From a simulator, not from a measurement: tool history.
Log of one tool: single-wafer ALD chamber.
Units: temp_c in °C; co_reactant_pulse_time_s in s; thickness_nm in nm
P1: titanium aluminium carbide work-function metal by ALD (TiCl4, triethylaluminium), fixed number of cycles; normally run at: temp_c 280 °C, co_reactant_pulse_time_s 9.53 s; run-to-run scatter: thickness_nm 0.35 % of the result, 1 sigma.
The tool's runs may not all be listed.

run	hour	temp_c	co_reactant_pulse_time_s	thickness_nm
1	11.1	280	9.53	1.8515
2	21.2	263	9.53	1.7049
# hour 27.8: triethylaluminium bottle replaced
3	33	301	12.53	2.0947
4	40.3	280	9.53	1.8467
# hour 46.2: thermocouple changed; heater temperature recalibrated
5	50.9	280	4.03	1.4531
6	61.6	302	3.93	1.5764
7	71.8	280	12.39	1.9033
8	81.6	280	9.53	1.8604
9	89.5	280	9.53	1.8553
10	99.7	280	9.53	1.8495
11	108.2	303	9.53	2.0621
12	118.9	280	9.53	1.8453
13	125	280	9.53	1.8515
14	134.8	280	9.53	1.8378
15	143.1	280	9.53	1.8343
16	154.1	280	9.53	1.8369
17	166.2	280	9.53	1.8246
18	174.9	280	9.53	1.8119
19	180.6	280	9.53	1.8097
20	191.3	280	9.53	1.8063
21	197.5	280	9.53	1.8103

The next listed run, before its measurement:
22	203.2	280	9.53	?

{"run 22": {"thickness_nm": 1.8053}}

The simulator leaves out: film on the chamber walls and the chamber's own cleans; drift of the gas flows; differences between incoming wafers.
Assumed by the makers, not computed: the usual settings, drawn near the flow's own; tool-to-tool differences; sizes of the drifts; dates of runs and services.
